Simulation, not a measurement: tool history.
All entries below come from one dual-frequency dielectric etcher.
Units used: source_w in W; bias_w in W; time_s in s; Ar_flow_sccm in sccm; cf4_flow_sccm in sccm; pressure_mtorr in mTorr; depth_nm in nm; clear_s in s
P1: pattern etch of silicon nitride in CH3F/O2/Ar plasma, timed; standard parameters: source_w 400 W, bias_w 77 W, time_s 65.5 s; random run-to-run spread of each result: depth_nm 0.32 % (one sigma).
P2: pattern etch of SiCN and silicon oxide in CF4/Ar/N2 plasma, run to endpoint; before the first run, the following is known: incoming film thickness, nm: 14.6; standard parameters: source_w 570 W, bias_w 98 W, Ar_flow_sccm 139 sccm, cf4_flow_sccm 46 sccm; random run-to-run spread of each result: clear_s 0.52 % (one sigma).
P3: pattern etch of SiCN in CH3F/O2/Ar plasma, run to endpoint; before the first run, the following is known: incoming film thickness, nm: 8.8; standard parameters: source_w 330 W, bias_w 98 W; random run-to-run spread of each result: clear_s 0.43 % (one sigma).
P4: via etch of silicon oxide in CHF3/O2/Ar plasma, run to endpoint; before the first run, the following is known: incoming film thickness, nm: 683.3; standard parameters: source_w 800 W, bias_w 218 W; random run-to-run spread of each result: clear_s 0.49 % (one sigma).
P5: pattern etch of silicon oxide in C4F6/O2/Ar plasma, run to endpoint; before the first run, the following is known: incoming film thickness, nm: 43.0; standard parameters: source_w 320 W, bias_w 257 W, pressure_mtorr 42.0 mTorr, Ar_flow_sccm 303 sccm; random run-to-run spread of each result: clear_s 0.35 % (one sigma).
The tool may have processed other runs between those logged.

run,hour,process,source_w,bias_w,time_s,Ar_flow_sccm,cf4_flow_sccm,pressure_mtorr,hours since the last wet clean,hours since the last source power generator calibration,hours since the last bias power generator calibration,depth_nm,clear_s
1,12.7,P1,400,77,65.5,,,,257.3,814.7,1816.3,47.132,
2,22.1,P1,400,77,65.5,,,,266.7,824.1,1825.7,46.859,
3,33.2,P1,270,77,65.5,,,,277.8,835.2,1836.8,40.675,
4,51.3,P2,570,98,,139,46,,295.9,853.3,1854.9,,13.423
5,60.1,P5,320,170,,303,,42.0,304.7,862.1,1863.7,,15.965
6,68.2,P5,320,257,,303,,33.5,312.8,870.2,1871.8,,13.584
7,77.1,P1,400,94,65.5,,,,321.7,879.1,1880.7,50.408,
8,91.0,P5,390,257,,303,,42.0,335.6,893.0,1894.6,,12.914
9,101.6,P2,570,98,,139,46,,346.2,903.6,1905.2,,13.354
10,119.1,P1,400,77,89.0,,,,363.7,921.1,1922.7,64.271,
11,128.6,P3,330,98,,,,,373.2,930.6,1932.2,,22.305
12,145.6,P4,800,218,,,,,390.2,947.6,1949.2,,303.010
13,158.5,P1,400,77,65.5,,,,403.1,960.5,1962.1,47.132,
14,174.5,P5,320,257,,303,,42.0,419.1,976.5,1978.1,,13.971
15,193.1,P3,200,98,,,,,437.7,995.1,1996.7,,26.880
16,201.5,P5,320,257,,406,,42.0,446.1,1003.5,2005.1,,14.464
17,214.4,P1,550,77,65.5,,,,459.0,1016.4,2018.0,53.140,
18,223.1,P4,520,218,,,,,467.7,1025.1,2026.7,,353.020
19,238.7,P1,400,77,41.5,,,,483.3,1040.7,2042.3,29.775,
20,247.2,P2,570,98,,105,46,,491.8,1049.2,2050.8,,12.793
21,260.2,P1,400,61,65.5,,,,504.8,1062.2,2063.8,43.600,
22,269.1,P1,520,48,65.5,,,,513.7,1071.1,2072.7,44.567,
23,278.7,P5,320,257,,303,,42.0,523.3,1080.7,2082.3,,13.949

Run 24 has not been measured yet. What should we expect?
24,288.0,P3,330,98,,,,,532.6,1090.0,2091.6,,?

{"run 24": {"clear_s": 22.475}}
